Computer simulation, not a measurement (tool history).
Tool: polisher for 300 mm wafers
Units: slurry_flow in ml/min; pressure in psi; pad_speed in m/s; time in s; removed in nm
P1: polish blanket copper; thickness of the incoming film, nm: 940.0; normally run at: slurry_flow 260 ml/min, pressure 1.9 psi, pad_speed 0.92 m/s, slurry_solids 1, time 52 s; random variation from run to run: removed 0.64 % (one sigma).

| run | hour | slurry_flow | pressure | pad_speed | slurry_solids | time | removed |
|---|---|---|---|---|---|---|---|
| 1 | 6.3 | 260 | 1.9 | 0.92 | 1 | 52 | 93.768 |
| 2 | 15.6 | 260 | 1.9 | 1.26 | 1 | 52 | 126.29 |
| 3 | 24.8 | 260 | 0.9 | 0.92 | 0.7 | 52 | 40.987 |
| 4 | 37.3 | 260 | 1.9 | 0.92 | 1 | 52 | 93.557 |
| 5 | 49.3 | 155 | 1.9 | 0.92 | 1 | 52 | 86.558 |
| 6 | 61.5 | 260 | 1.2 | 0.92 | 1 | 25 | 28.258 |
| 7 | 75.1 | 260 | 1.9 | 0.92 | 1 | 77 | 138.44 |
| 8 | 88.1 | 260 | 2.9 | 0.92 | 1 | 52 | 143.62 |
| 9 | 99.1 | 260 | 1.9 | 0.92 | 1 | 52 | 93.045 |
| 10 | 111.5 | 260 | 2.7 | 1.36 | 1 | 52 | 196.36 |
| 11 | 117.8 | 260 | 1.1 | 0.92 | 1 | 52 | 54.291 |
| 12 | 127.2 | 260 | 1.9 | 0.92 | 1 | 52 | 93.698 |
| 13 | 134.5 | 260 | 1.9 | 0.42 | 1 | 52 | 42.723 |
| 14 | 144.1 | 345 | 1.9 | 0.92 | 1 | 52 | 96.371 |
| 15 | 153.3 | 260 | 1.9 | 0.92 | 1 | 52 | 92.822 |
| 16 | 163.2 | 260 | 1.9 | 0.92 | 1 | 26 | 46.298 |
| 17 | 175.1 | 260 | 1.9 | 0.92 | 0.5 | 52 | 81.906 |
| 18 | 181.1 | 260 | 1.9 | 0.92 | 1.5 | 52 | 103.27 |
| 19 | 189.7 | 260 | 1.9 | 0.92 | 1 | 52 | 94.229 |

Forecast run 20:
| 20 | 197.3 | 260 | 1.9 | 0.92 | 1 | 52 | ? |

Run 20 gave removed 91.99 nm.

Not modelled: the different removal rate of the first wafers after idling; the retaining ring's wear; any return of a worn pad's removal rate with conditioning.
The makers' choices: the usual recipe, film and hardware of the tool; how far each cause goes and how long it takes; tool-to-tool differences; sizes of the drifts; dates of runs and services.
